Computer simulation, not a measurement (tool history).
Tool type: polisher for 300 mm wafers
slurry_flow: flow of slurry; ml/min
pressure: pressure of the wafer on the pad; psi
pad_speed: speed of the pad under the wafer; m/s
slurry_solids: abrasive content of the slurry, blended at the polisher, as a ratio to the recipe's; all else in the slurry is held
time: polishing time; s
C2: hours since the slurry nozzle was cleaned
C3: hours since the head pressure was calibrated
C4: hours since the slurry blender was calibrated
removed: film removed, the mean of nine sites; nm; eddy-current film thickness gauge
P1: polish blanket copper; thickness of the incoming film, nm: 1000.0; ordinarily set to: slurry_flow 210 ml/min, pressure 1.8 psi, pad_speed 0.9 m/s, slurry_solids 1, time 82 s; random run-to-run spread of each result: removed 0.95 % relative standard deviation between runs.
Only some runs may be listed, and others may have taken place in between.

Run 1, hour 10.6: slurry_flow 210 ml/min, pressure 1.8 psi, pad_speed 0.9 m/s, slurry_solids 1, time 82 s; wafers polished on this pad 739; C2 370.9; C3 856.1; C4 33.7. Result: removed 110.82 nm.
Run 2, hour 22.4: slurry_flow 325 ml/min, pressure 1.8 psi, pad_speed 0.9 m/s, slurry_solids 1, time 82 s; wafers polished on this pad 864; C2 382.7; C3 867.9; C4 45.5. Result: removed 117.38 nm.
Run 3, hour 30.1: slurry_flow 210 ml/min, pressure 2.3 psi, pad_speed 0.9 m/s, slurry_solids 1, time 47 s; wafers polished on this pad 945; C2 390.4; C3 875.6; C4 53.2. Result: removed 81.612 nm.
Run 4, hour 39.4: slurry_flow 210 ml/min, pressure 1.8 psi, pad_speed 1.34 m/s, slurry_solids 1, time 82 s; wafers polished on this pad 1044; C2 399.7; C3 884.9; C4 62.5. Result: removed 167.45 nm.
Run 5, hour 45.4: slurry_flow 210 ml/min, pressure 1.8 psi, pad_speed 0.9 m/s, slurry_solids 1, time 82 s; wafers polished on this pad 1107; C2 405.7; C3 890.9; C4 68.5. Result: removed 111.15 nm.
Run 6, hour 53.2: slurry_flow 210 ml/min, pressure 1.8 psi, pad_speed 0.9 m/s, slurry_solids 1, time 82 s; wafers polished on this pad 1190; C2 413.5; C3 898.7; C4 76.3. Result: removed 113.97 nm.
Run 7, hour 63.6: slurry_flow 210 ml/min, pressure 1.8 psi, pad_speed 0.9 m/s, slurry_solids 0.7, time 82 s; wafers polished on this pad 1300; C2 423.9; C3 909.1; C4 86.7. Result: removed 103.83 nm.
Run 8, hour 70.3: slurry_flow 210 ml/min, pressure 1.8 psi, pad_speed 0.9 m/s, slurry_solids 1.5, time 82 s; wafers polished on this pad 1370; C2 430.6; C3 915.8; C4 93.4. Result: removed 122.14 nm.
Run 9, hour 82.2: slurry_flow 210 ml/min, pressure 0.9 psi, pad_speed 0.9 m/s, slurry_solids 1, time 82 s; wafers polished on this pad 1496; C2 442.5; C3 927.7; C4 105.3. Result: removed 55.569 nm.
Run 10, hour 92: slurry_flow 210 ml/min, pressure 1.8 psi, pad_speed 0.9 m/s, slurry_solids 1, time 82 s; wafers polished on this pad 1600; C2 452.3; C3 937.5; C4 115.1. Result: removed 111.84 nm.
At hour 94.7: slurry blender recalibrated.
Run 11, hour 101.7: slurry_flow 210 ml/min, pressure 1.8 psi, pad_speed 0.9 m/s, slurry_solids 1, time 82 s; wafers polished on this pad 1702; C2 462; C3 947.2; C4 7.1. Result: removed 112.43 nm.
Run 12, hour 109.7: slurry_flow 210 ml/min, pressure 1.8 psi, pad_speed 0.4 m/s, slurry_solids 1, time 82 s; wafers polished on this pad 1787; C2 470; C3 955.2; C4 15.1. Result: removed 49.986 nm.
Run 13, hour 118.9: slurry_flow 210 ml/min, pressure 1.8 psi, pad_speed 0.9 m/s, slurry_solids 1, time 57 s; wafers polished on this pad 1884; C2 479.2; C3 964.4; C4 24.3. Result: removed 79.393 nm.
Run 14, hour 125.1: slurry_flow 125 ml/min, pressure 1.8 psi, pad_speed 0.9 m/s, slurry_solids 1, time 82 s; wafers polished on this pad 1950; C2 485.4; C3 970.6; C4 30.5. Result: removed 104.44 nm.
Run 15, hour 133.2: slurry_flow 210 ml/min, pressure 1.8 psi, pad_speed 0.9 m/s, slurry_solids 1, time 82 s; wafers polished on this pad 2036; C2 493.5; C3 978.7; C4 38.6. Result: removed 112.05 nm.
Run 16, hour 140: slurry_flow 210 ml/min, pressure 1.8 psi, pad_speed 0.9 m/s, slurry_solids 1, time 125 s; wafers polished on this pad 2108; C2 500.3; C3 985.5; C4 45.4. Result: removed 171.07 nm.
Run 17, hour 148.9: slurry_flow 210 ml/min, pressure 2.3 psi, pad_speed 0.9 m/s, slurry_solids 1, time 82 s; wafers polished on this pad 2202; C2 509.2; C3 994.4; C4 54.3. Result: removed 143.9 nm.
Run 18, hour 158.2: slurry_flow 210 ml/min, pressure 1 psi, pad_speed 0.9 m/s, slurry_solids 1.3, time 82 s; wafers polished on this pad 2300; C2 518.5; C3 1003.7; C4 63.6. Result: removed 66.429 nm.
Run 19, hour 164.8: slurry_flow 210 ml/min, pressure 1.8 psi, pad_speed 0.9 m/s, slurry_solids 1, time 82 s; wafers polished on this pad 2370; C2 525.1; C3 1010.3; C4 70.2. Result: removed 111.86 nm.
Run 20, hour 175.3: slurry_flow 210 ml/min, pressure 1.8 psi, pad_speed 0.9 m/s, slurry_solids 1, time 82 s; wafers polished on this pad 2481; C2 535.6; C3 1020.8; C4 80.7. Result: removed 111.47 nm.
Run 21, hour 183.3: slurry_flow 210 ml/min, pressure 1.8 psi, pad_speed 0.9 m/s, slurry_solids 1, time 82 s; wafers polished on this pad 2566; C2 543.6; C3 1028.8; C4 88.7. Result: removed 111.2 nm.
Run 22, hour 192.9: slurry_flow 210 ml/min, pressure 1.8 psi, pad_speed 0.9 m/s, slurry_solids 1, time 82 s; wafers polished on this pad 2667; C2 553.2; C3 1038.4; C4 98.3. Result: removed 107.72 nm.
Run 23, hour 204.5: slurry_flow 210 ml/min, pressure 1.8 psi, pad_speed 0.9 m/s, slurry_solids 1, time 82 s; wafers polished on this pad 2790; C2 564.8; C3 1050; C4 109.9. Result: removed 110.07 nm.
Run 24, hour 214.7: slurry_flow 210 ml/min, pressure 1.8 psi, pad_speed 0.9 m/s, slurry_solids 1, time 82 s; wafers polished on this pad 2898; C2 575; C3 1060.2; C4 120.1. Result: removed 106.21 nm.
Run 25, hour 221.5: slurry_flow 210 ml/min, pressure 1.8 psi, pad_speed 0.9 m/s, slurry_solids 1, time 82 s; wafers polished on this pad 2970; C2 581.8; C3 1067; C4 126.9. Result: removed 108.13 nm.
At hour 225.7: worn pad replaced by a new one.
Run 26, hour 230.8: slurry_flow 210 ml/min, pressure 1.8 psi, pad_speed 0.9 m/s, slurry_solids 1, time 82 s; wafers polished on this pad 54; C2 591.1; C3 1076.3; C4 136.2. Result: removed 106.91 nm.
At hour 234.1: head pressure recalibrated.
Run 27, hour 237.9: slurry_flow 210 ml/min, pressure 1.8 psi, pad_speed 0.9 m/s, slurry_solids 1, time 82 s; wafers polished on this pad 129; C2 598.2; C3 3.8; C4 143.3. Result: removed 105.5 nm.
Run 28, hour 244: slurry_flow 210 ml/min, pressure 1.8 psi, pad_speed 0.9 m/s, slurry_solids 1, time 82 s; wafers polished on this pad 194; C2 604.3; C3 9.9; C4 149.4. Result: removed 108.21 nm.
Run 29, hour 253.2: slurry_flow 210 ml/min, pressure 1.8 psi, pad_speed 0.9 m/s, slurry_solids 1, time 82 s; wafers polished on this pad 291; C2 613.5; C3 19.1; C4 158.6. Result: removed 105.92 nm.
Run 30, hour 262.9: slurry_flow 210 ml/min, pressure 1.8 psi, pad_speed 0.9 m/s, slurry_solids 1, time 82 s; wafers polished on this pad 394; C2 623.2; C3 28.8; C4 168.3. Result: removed 105.11 nm.
Run 31, hour 271.5: slurry_flow 210 ml/min, pressure 1.8 psi, pad_speed 0.9 m/s, slurry_solids 1, time 82 s; wafers polished on this pad 485; C2 631.8; C3 37.4; C4 176.9. Result: removed 104.25 nm.

P1 no longer gives what it gave before; its output has crept away from where it was. The following 2 causes, each at its listed size, fit the log equally well:
A: slurry flow missing at the pad, % = 32.7
B: abrasive missing from the slurry, % = 24.8
The process output started creeping at around hour 175.3.
Other possible causes, and why each is ruled out:
removal rate lost through wear of the pad, %: its service at hour 225.7 followed the start of the drift and did not put the process back to its old value
head's pressure below its setpoint, %: its service at hour 234.1 followed the start of the drift and did not put the process back to its old value

Consider the 4 check runs below, whose results appear as question marks and each of which averages 5 wafers. Which one distinguishes the causes, in that each cause would give it a clearly different result?
Run check 1, hour 280.1: slurry_flow 210 ml/min, pressure 1.1 psi, pad_speed 0.9 m/s, slurry_solids 1.45, time 82 s. Result: removed ?.
Run check 2, hour 280.1: slurry_flow 125 ml/min, pressure 1.8 psi, pad_speed 0.9 m/s, slurry_solids 1.35, time 82 s. Result: removed ?.
Run check 3, hour 280.1: slurry_flow 210 ml/min, pressure 1.2 psi, pad_speed 0.42 m/s, slurry_solids 1, time 82 s. Result: removed ?.
Run check 4, hour 280.1: slurry_flow 210 ml/min, pressure 1.8 psi, pad_speed 1.16 m/s, slurry_solids 1, time 82 s. Result: removed ?.

Predicted outcomes, by check and by cause:
  check   result    if A    if B
check 1  removed  70.042  69.853
check 2  removed  100.08  103.54
check 3  removed  32.872  32.871
check 4  removed  136.18  136.18
Per check, the gap between the least separated pair of causes, taken in the result that splits them most: check 1 0.27 %; check 2 3.4 %; check 3 0 %; check 4 0 %
The causes can be told apart only by check 2. The other checks would give nearly the same results under each of them.

Check 2 has now been run. It gave: removed 100.1 nm. Which of the candidate causes is it?

It is A: slurry flow missing at the pad, %.

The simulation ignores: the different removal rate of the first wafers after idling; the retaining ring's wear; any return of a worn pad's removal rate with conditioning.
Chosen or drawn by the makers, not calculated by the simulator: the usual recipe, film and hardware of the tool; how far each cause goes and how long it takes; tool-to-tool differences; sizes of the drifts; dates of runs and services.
